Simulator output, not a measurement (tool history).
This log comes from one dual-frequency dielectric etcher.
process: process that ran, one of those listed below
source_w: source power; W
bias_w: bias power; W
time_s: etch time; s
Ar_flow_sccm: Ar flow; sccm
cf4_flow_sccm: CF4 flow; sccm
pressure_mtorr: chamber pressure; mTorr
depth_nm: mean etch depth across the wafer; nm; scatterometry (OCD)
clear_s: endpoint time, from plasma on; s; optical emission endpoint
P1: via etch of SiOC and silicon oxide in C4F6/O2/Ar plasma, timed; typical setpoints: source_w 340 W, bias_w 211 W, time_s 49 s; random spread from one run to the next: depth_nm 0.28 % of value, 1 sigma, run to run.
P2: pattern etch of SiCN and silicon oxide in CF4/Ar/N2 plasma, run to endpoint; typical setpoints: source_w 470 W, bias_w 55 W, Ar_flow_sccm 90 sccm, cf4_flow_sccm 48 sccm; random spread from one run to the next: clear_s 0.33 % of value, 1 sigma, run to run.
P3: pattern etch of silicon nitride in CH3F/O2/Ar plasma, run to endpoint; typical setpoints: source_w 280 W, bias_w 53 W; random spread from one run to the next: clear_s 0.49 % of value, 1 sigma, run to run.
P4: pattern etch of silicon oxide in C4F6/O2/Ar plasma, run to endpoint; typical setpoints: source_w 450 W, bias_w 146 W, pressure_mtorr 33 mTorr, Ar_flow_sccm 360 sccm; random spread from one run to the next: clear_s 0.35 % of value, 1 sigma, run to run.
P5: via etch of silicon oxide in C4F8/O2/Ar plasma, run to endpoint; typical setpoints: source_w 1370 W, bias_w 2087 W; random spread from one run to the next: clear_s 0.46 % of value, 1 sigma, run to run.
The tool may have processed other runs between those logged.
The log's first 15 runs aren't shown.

run	hour	process	source_w	bias_w	time_s	Ar_flow_sccm	cf4_flow_sccm	pressure_mtorr	depth_nm	clear_s
16	111.7	P2	470	55		90	48			17.811
17	115.9	P3	280	53						44.259
18	123.9	P2	300	55		90	48			26.231
19	131.1	P5	1860	2087						169.23
20	138.7	P5	1370	2087						192.57
21	145.9	P1	340	145	49				47.429	
22	154.6	P4	450	201		360		33		13.112
23	161.6	P1	340	211	49				53.191	
24	168.8	P4	450	146		360		33		14.537
25	178.1	P2	470	55		90	67			16.794
26	186.3	P2	470	35		90	48			20.462
27	194.1	P1	220	211	49				45.231	
28	198.9	P3	280	53						44.147
29	205.4	P4	300	146		360		33		16.996
30	212.3	P1	340	211	49				53.285	
31	221.8	P1	470	211	49				60.64	
32	230.1	P1	340	211	65.5				71.666	
33	236.8	P5	1370	2821						175.5
34	243.6	P1	340	211	49				53.341	
35	248.3	P1	340	211	49				53.386	

Expected results for the next run?
36	254.3	P1	340	211	49				?	

Run 36 gave depth_nm 53.14 nm.

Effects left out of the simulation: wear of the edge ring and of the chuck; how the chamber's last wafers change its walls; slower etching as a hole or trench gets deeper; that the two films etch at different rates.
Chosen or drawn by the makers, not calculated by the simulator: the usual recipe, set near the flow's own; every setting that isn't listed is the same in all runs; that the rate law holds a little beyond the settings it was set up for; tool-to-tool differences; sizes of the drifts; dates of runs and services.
